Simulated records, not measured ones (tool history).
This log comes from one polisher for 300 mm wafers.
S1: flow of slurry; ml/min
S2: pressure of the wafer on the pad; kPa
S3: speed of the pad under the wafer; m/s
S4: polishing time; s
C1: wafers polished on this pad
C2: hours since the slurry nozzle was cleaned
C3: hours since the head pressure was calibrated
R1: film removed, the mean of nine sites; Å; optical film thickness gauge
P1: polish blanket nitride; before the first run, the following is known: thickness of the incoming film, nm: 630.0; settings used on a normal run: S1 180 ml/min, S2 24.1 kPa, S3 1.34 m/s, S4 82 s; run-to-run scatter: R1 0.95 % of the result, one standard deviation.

{"run": 1, "day": 0.279, "S1": 180, "S2": 24.1, "S3": 1.34, "S4": 82, "C1": 233, "C2": 121.3, "C3": 742.9, "R1": 1535.7}
{"run": 2, "day": 0.492, "S1": 180, "S2": 24.1, "S3": 1.34, "S4": 82, "C1": 293, "C2": 126.4, "C3": 748, "R1": 1549.6}
{"run": 3, "day": 0.696, "S1": 180, "S2": 24.1, "S3": 1.34, "S4": 37, "C1": 349, "C2": 131.3, "C3": 752.9, "R1": 712.4}
{"run": 4, "day": 1.071, "S1": 180, "S2": 24.1, "S3": 1.34, "S4": 82, "C1": 454, "C2": 140.3, "C3": 761.9, "R1": 1571.1}
{"run": 5, "day": 1.4, "S1": 180, "S2": 11, "S3": 0.68, "S4": 82, "C1": 546, "C2": 148.2, "C3": 769.8, "R1": 410.09}
{"run": 6, "day": 1.596, "S1": 180, "S2": 24.1, "S3": 1.34, "S4": 82, "C1": 600, "C2": 152.9, "C3": 774.5, "R1": 1528.5}
{"run": 7, "day": 1.933, "S1": 250, "S2": 24.1, "S3": 1.34, "S4": 82, "C1": 694, "C2": 161, "C3": 782.6, "R1": 1624.7}
{"run": 8, "day": 2.304, "S1": 180, "S2": 24.1, "S3": 1.34, "S4": 82, "C1": 798, "C2": 169.9, "C3": 791.5, "R1": 1553.8}
{"run": 9, "day": 2.642, "S1": 180, "S2": 24.1, "S3": 1.98, "S4": 82, "C1": 892, "C2": 178, "C3": 799.6, "R1": 2124}
{"run": 10, "day": 2.888, "S1": 180, "S2": 24.1, "S3": 0.8, "S4": 82, "C1": 960, "C2": 183.9, "C3": 805.5, "R1": 1020.1}
{"run": 11, "day": 3.158, "S1": 180, "S2": 35.9, "S3": 1.34, "S4": 82, "C1": 1036, "C2": 190.4, "C3": 812, "R1": 2307.5}
{"run": 12, "day": 3.4, "S1": 180, "S2": 24.1, "S3": 1.34, "S4": 104, "C1": 1103, "C2": 196.2, "C3": 817.8, "R1": 1955.3}
{"day": 3.621, "done": "head pressure recalibrated"}
{"run": 13, "day": 3.696, "S1": 110, "S2": 24.1, "S3": 1.34, "S4": 82, "C1": 1185, "C2": 203.3, "C3": 1.9, "R1": 1404.1}
{"run": 14, "day": 3.933, "S1": 180, "S2": 13.1, "S3": 1.34, "S4": 82, "C1": 1252, "C2": 209, "C3": 7.6, "R1": 835.25}
{"run": 15, "day": 4.108, "S1": 180, "S2": 24.1, "S3": 1.34, "S4": 82, "C1": 1300, "C2": 213.2, "C3": 11.8, "R1": 1544.2}
{"run": 16, "day": 4.429, "S1": 180, "S2": 24.1, "S3": 1.34, "S4": 82, "C1": 1390, "C2": 220.9, "C3": 19.5, "R1": 1484.9}
{"run": 17, "day": 4.788, "S1": 180, "S2": 24.1, "S3": 1.34, "S4": 82, "C1": 1490, "C2": 229.5, "C3": 28.1, "R1": 1470.6}
{"run": 18, "day": 5.083, "S1": 180, "S2": 24.1, "S3": 1.34, "S4": 82, "C1": 1572, "C2": 236.6, "C3": 35.2, "R1": 1452.5}
{"run": 19, "day": 5.304, "S1": 180, "S2": 24.1, "S3": 1.34, "S4": 82, "C1": 1634, "C2": 241.9, "C3": 40.5, "R1": 1460.3}
{"day": 5.488, "done": "head pressure recalibrated"}
{"run": 20, "day": 5.675, "S1": 180, "S2": 24.1, "S3": 1.34, "S4": 82, "C1": 1737, "C2": 250.8, "C3": 4.6, "R1": 1439.2}
{"run": 21, "day": 5.983, "S1": 180, "S2": 24.1, "S3": 1.34, "S4": 82, "C1": 1823, "C2": 258.2, "C3": 12, "R1": 1448}
{"run": 22, "day": 6.212, "S1": 180, "S2": 24.1, "S3": 1.34, "S4": 82, "C1": 1887, "C2": 263.7, "C3": 17.5, "R1": 1475.3}
{"run": 23, "day": 6.392, "S1": 180, "S2": 24.1, "S3": 1.34, "S4": 82, "C1": 1937, "C2": 268, "C3": 21.8, "R1": 1443.2}

The log shows P1 creeping away from where it was. Any of the 2 causes listed here, at the size stated for it, fits the log just as well as the others:
A: removal rate lost through wear of the pad, % = 6.88
B: slurry flow missing at the pad, % = 33.2
The drift started at roughly day 4.108.
Every other cause this tool's parts could produce, and why it does not fit the log:
head's pressure below its setpoint, %: serviced after onset, at day 5.488, with no recovery of the prior output

Of the 4 check runs below, each run on 3 wafers with the results averaged and each result still a question mark, which one would tell the listed causes apart?
{"run": "check 1", "day": 6.571, "S1": 180, "S2": 24.1, "S3": 1.34, "S4": 38, "R1": "?"}
{"run": "check 2", "day": 6.571, "S1": 180, "S2": 24.1, "S3": 1.66, "S4": 82, "R1": "?"}
{"run": "check 3", "day": 6.571, "S1": 180, "S2": 14.5, "S3": 1.34, "S4": 82, "R1": "?"}
{"run": "check 4", "day": 6.571, "S1": 110, "S2": 15.2, "S3": 1.34, "S4": 82, "R1": "?"}

If the cause were each of the candidates in turn, the checks would give the following:
check=check_1 result=R1 if_A=669.14 if_B=669.17
check=check_2 result=R1 if_A=1713.8 if_B=1713.8
check=check_3 result=R1 if_A=866.36 if_B=866.4
check=check_4 result=R1 if_A=828.83 if_B=796.75
Per-check spread between the two closest causes, in the result where they differ most: check 1 0 %; check 2 0 %; check 3 0 %; check 4 3.95 %
The other checks would show nearly matching results whichever cause is true, so check 4 is the only one that separates the causes.

The results of check 4 are: R1 825.34 Å. Based on these, which of the listed causes is it?

It was cause A: removal rate lost through wear of the pad, %.

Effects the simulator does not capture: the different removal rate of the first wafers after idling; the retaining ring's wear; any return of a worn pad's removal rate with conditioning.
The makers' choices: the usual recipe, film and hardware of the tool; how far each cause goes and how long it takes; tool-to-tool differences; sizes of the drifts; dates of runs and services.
